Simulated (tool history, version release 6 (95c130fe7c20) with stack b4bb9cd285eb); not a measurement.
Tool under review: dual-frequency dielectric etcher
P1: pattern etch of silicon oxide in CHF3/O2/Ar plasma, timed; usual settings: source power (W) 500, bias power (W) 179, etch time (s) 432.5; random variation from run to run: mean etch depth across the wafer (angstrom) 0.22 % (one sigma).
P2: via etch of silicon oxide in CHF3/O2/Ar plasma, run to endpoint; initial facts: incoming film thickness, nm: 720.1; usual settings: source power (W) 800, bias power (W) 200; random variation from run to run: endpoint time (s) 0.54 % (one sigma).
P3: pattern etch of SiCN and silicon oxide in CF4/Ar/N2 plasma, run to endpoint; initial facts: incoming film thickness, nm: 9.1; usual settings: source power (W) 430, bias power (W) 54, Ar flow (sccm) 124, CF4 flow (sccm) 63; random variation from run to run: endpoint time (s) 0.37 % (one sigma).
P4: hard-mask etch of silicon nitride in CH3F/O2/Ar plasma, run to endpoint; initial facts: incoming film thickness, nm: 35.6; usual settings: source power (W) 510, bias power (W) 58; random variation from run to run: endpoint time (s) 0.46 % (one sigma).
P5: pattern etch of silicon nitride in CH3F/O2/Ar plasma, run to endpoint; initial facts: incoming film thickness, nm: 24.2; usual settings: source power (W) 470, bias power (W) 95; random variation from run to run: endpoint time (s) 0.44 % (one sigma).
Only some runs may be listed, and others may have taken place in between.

run	hour	process that ran	source power (W)	bias power (W)	etch time (s)	Ar flow (sccm)	CF4 flow (sccm)	hours since the last wet clean	hours since the last source power generator calibration	hours since the last bias power generator calibration	mean etch depth across the wafer (angstrom)	endpoint time (s)
1	12.4	P1	500	179	432.5			66.0	801.9	2040.8	8143.3	
2	22.6	P5	470	127				76.2	812.1	2051.0		26.411
3	37.2	P4	510	58				90.8	826.7	2065.6		52.225
4	48.7	P3	430	33		124	63	102.3	838.2	2077.1		14.899
5	64.4	P3	430	54		81	63	118.0	853.9	2092.8		11.880
# hour 66.5: bias power generator calibrated
6	81.3	P4	510	35				134.9	870.8	14.9		60.308
7	93.0	P3	430	54		124	85	146.6	882.5	26.6		12.127
8	100.6	P5	470	95				154.2	890.1	34.2		29.476
# hour 104.1: wet clean of the chamber
9	113.5	P3	430	54		124	63	9.4	903.0	47.1		12.834
10	125.2	P1	500	179	274.5			21.1	914.7	58.8	5176.6	
11	136.9	P1	500	179	432.5			32.8	926.4	70.5	8188.4	
12	147.2	P1	500	121	432.5			43.1	936.7	80.8	7173.6	
13	164.1	P1	500	179	432.5			60.0	953.6	97.7	8182.2	
14	171.6	P1	500	179	584.5			67.5	961.1	105.2	11032.0	
15	181.7	P2	800	200				77.6	971.2	115.3		312.410
16	195.2	P1	500	179	432.5			91.1	984.7	128.8	8175.5	
17	206.9	P1	690	179	432.5			102.8	996.4	140.5	9248.6	
18	223.1	P1	500	213	432.5			119.0	1012.6	156.7	8636.4	
19	236.0	P1	360	179	432.5			131.9	1025.5	169.6	7218.2	
20	245.3	P1	340	179	574.5			141.2	1034.8	178.9	9336.9	
21	261.8	P1	410	179	589.5			157.7	1051.3	195.4	10316.0	
22	272.3	P3	350	54		124	63	168.2	1061.8	205.9		15.317
23	283.0	P5	470	95				178.9	1072.5	216.6		29.503
24	299.2	P1	500	179	432.5			195.1	1088.7	232.8	8196.1	
25	307.6	P1	620	218	432.5			203.5	1097.1	241.2	9481.2	
26	324.3	P5	650	95				220.2	1113.8	257.9		26.002
27	334.7	P2	1110	200				230.6	1124.2	268.3		275.170
28	350.3	P4	320	58				246.2	1139.8	283.9		62.114
29	365.2	P2	800	272				261.1	1154.7	298.8		279.690
30	379.2	P2	800	200				275.1	1168.7	312.8		313.760
31	387.7	P1	500	179	432.5			283.6	1177.2	321.3	8168.8	
32	402.5	P1	500	179	432.5			298.4	1192.0	336.1	8073.7	
33	416.9	P1	500	179	432.5			312.8	1206.4	350.5	8089.5	
34	428.5	P1	500	179	432.5			324.4	1218.0	362.1	8100.2	
35	437.2	P1	500	179	432.5			333.1	1226.7	370.8	8071.6	
36	444.8	P1	500	179	432.5			340.7	1234.3	378.4	8032.2	
37	452.2	P1	500	179	432.5			348.1	1241.7	385.8	8054.6	
38	460.8	P1	500	179	432.5			356.7	1250.3	394.4	8064.2	
# hour 473.7: wet clean of the chamber
39	477.7	P1	500	179	432.5			4.0	1267.2	411.3	7998.5	
40	487.7	P1	500	179	432.5			14.0	1277.2	421.3	8015.8	
41	502.5	P1	500	179	432.5			28.8	1292.0	436.1	8028.6	

P1 no longer gives what it gave before; its output has crept away from where it was. The following 2 causes, each at its listed size, fit the log equally well:
A: bias power that arrives under what is set, % = 4.28
B: source power that arrives under what is set, % = 3.82
At approximately hour 387.7, the process output began to creep.
All other causes, with the reason each is excluded:
chamber walls in a state that lowers the etch rate, %: work on it at hour 473.7, done after the drift set in, did not restore what the process gave before

Each of the check runs listed below is run on 2 wafers and reports their average, with the results left as question marks. Pick the one under which the possible causes would lead to clearly different results.
check 1	517.3	P4	510	42								?
check 2	517.3	P5	570	120								?
check 3	517.3	P2	1060	229								?
check 4	517.3	P3	430	54		124	81					?

What every check run would give for each of its results, assuming each possible cause in turn:
check	result	if A	if B
check 1	endpoint time (s)	58.063	58.230
check 2	endpoint time (s)	25.606	25.562
check 3	endpoint time (s)	272.700	272.720
check 4	endpoint time (s)	12.416	12.674
Smallest distance between any two causes, each pair judged by its most separating result, in per cent: check 1 0.29 %; check 2 0.17 %; check 3 0.01 %; check 4 2.06 %
The other checks would show nearly matching results whichever cause is true, so check 4 is the only one that separates the causes.

Check 4 was then run and gave: endpoint time (s) 12.603. Which cause is it?

The cause is B: source power that arrives under what is set, %.
